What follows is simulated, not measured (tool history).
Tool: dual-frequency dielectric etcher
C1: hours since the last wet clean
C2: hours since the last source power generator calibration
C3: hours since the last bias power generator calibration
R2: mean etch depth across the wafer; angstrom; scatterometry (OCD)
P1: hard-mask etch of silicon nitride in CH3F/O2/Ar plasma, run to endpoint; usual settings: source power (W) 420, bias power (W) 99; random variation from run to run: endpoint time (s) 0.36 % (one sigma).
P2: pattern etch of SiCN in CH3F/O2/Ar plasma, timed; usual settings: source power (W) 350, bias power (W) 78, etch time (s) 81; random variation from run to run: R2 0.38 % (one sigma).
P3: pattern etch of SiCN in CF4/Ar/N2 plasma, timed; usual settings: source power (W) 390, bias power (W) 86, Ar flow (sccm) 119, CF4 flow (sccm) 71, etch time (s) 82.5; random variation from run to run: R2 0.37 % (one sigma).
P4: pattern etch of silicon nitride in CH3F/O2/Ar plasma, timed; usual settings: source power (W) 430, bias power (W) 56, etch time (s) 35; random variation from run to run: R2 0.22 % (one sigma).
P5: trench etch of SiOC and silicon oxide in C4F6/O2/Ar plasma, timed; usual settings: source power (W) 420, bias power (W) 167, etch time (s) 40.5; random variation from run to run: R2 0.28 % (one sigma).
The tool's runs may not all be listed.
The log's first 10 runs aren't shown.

{"run": 11, "hour": 60.8, "process that ran": "P4", "source power (W)": 430, "bias power (W)": 56, "etch time (s)": 46.5, "C1": 271.8, "C2": 1796, "C3": 672.7, "R2": 304.89}
{"run": 12, "hour": 64.3, "process that ran": "P1", "source power (W)": 420, "bias power (W)": 130, "C1": 275.3, "C2": 1799.5, "C3": 676.2, "endpoint time (s)": 36.467}
{"run": 13, "hour": 68.5, "process that ran": "P2", "source power (W)": 350, "bias power (W)": 78, "etch time (s)": 99, "C1": 279.5, "C2": 1803.7, "C3": 680.4, "R2": 365.75}
{"hour": 69.9, "done": "bias power generator calibrated"}
{"run": 14, "hour": 74.2, "process that ran": "P1", "source power (W)": 420, "bias power (W)": 99, "C1": 285.2, "C2": 1809.4, "C3": 4.3, "endpoint time (s)": 40.696}
{"run": 15, "hour": 79.7, "process that ran": "P1", "source power (W)": 330, "bias power (W)": 99, "C1": 290.7, "C2": 1814.9, "C3": 9.8, "endpoint time (s)": 44.271}
{"run": 16, "hour": 85.9, "process that ran": "P2", "source power (W)": 350, "bias power (W)": 78, "etch time (s)": 81, "C1": 296.9, "C2": 1821.1, "C3": 16, "R2": 298.85}
{"run": 17, "hour": 93.4, "process that ran": "P3", "source power (W)": 390, "bias power (W)": 86, "Ar flow (sccm)": 119, "CF4 flow (sccm)": 71, "etch time (s)": 45.5, "C1": 304.4, "C2": 1828.6, "C3": 23.5, "R2": 365.87}
{"run": 18, "hour": 96.6, "process that ran": "P1", "source power (W)": 330, "bias power (W)": 78, "C1": 307.6, "C2": 1831.8, "C3": 26.7, "endpoint time (s)": 47.867}
{"run": 19, "hour": 102.6, "process that ran": "P1", "source power (W)": 420, "bias power (W)": 64, "C1": 313.6, "C2": 1837.8, "C3": 32.7, "endpoint time (s)": 47.056}
{"run": 20, "hour": 107.5, "process that ran": "P1", "source power (W)": 420, "bias power (W)": 99, "C1": 318.5, "C2": 1842.7, "C3": 37.6, "endpoint time (s)": 40.16}
{"run": 21, "hour": 113.2, "process that ran": "P2", "source power (W)": 350, "bias power (W)": 78, "etch time (s)": 81, "C1": 324.2, "C2": 1848.4, "C3": 43.3, "R2": 298.71}
{"run": 22, "hour": 118.4, "process that ran": "P5", "source power (W)": 420, "bias power (W)": 116, "etch time (s)": 40.5, "C1": 329.4, "C2": 1853.6, "C3": 48.5, "R2": 733.03}
{"run": 23, "hour": 123.2, "process that ran": "P1", "source power (W)": 550, "bias power (W)": 99, "C1": 334.2, "C2": 1858.4, "C3": 53.3, "endpoint time (s)": 36.689}
{"run": 24, "hour": 127.7, "process that ran": "P1", "source power (W)": 420, "bias power (W)": 99, "C1": 338.7, "C2": 1862.9, "C3": 57.8, "endpoint time (s)": 40.344}
{"run": 25, "hour": 131.1, "process that ran": "P3", "source power (W)": 390, "bias power (W)": 86, "Ar flow (sccm)": 119, "CF4 flow (sccm)": 96, "etch time (s)": 82.5, "C1": 342.1, "C2": 1866.3, "C3": 61.2, "R2": 690.84}
{"run": 26, "hour": 135.3, "process that ran": "P1", "source power (W)": 490, "bias power (W)": 60, "C1": 346.3, "C2": 1870.5, "C3": 65.4, "endpoint time (s)": 45.35}
{"run": 27, "hour": 140.9, "process that ran": "P1", "source power (W)": 510, "bias power (W)": 78, "C1": 351.9, "C2": 1876.1, "C3": 71, "endpoint time (s)": 40.497}
{"run": 28, "hour": 147.3, "process that ran": "P4", "source power (W)": 430, "bias power (W)": 56, "etch time (s)": 35, "C1": 358.3, "C2": 1882.5, "C3": 77.4, "R2": 228.35}
{"run": 29, "hour": 152.9, "process that ran": "P5", "source power (W)": 530, "bias power (W)": 167, "etch time (s)": 40.5, "C1": 363.9, "C2": 1888.1, "C3": 83, "R2": 887.64}
{"run": 30, "hour": 156.9, "process that ran": "P2", "source power (W)": 350, "bias power (W)": 95, "etch time (s)": 81, "C1": 367.9, "C2": 1892.1, "C3": 87, "R2": 323.83}
{"run": 31, "hour": 161.1, "process that ran": "P5", "source power (W)": 420, "bias power (W)": 167, "etch time (s)": 52, "C1": 372.1, "C2": 1896.3, "C3": 91.2, "R2": 1041.9}
{"run": 32, "hour": 166.6, "process that ran": "P4", "source power (W)": 560, "bias power (W)": 56, "etch time (s)": 35, "C1": 377.6, "C2": 1901.8, "C3": 96.7, "R2": 253.48}
{"run": 33, "hour": 171.7, "process that ran": "P1", "source power (W)": 420, "bias power (W)": 99, "C1": 382.7, "C2": 1906.9, "C3": 101.8, "endpoint time (s)": 40.518}

Forecast run 34:
{"run": 34, "hour": 178.9, "process that ran": "P1", "source power (W)": 420, "bias power (W)": 99, "C1": 389.9, "C2": 1914.1, "C3": 109, "endpoint time (s)": "?"}

Run 34 gave endpoint time (s) 40.67.
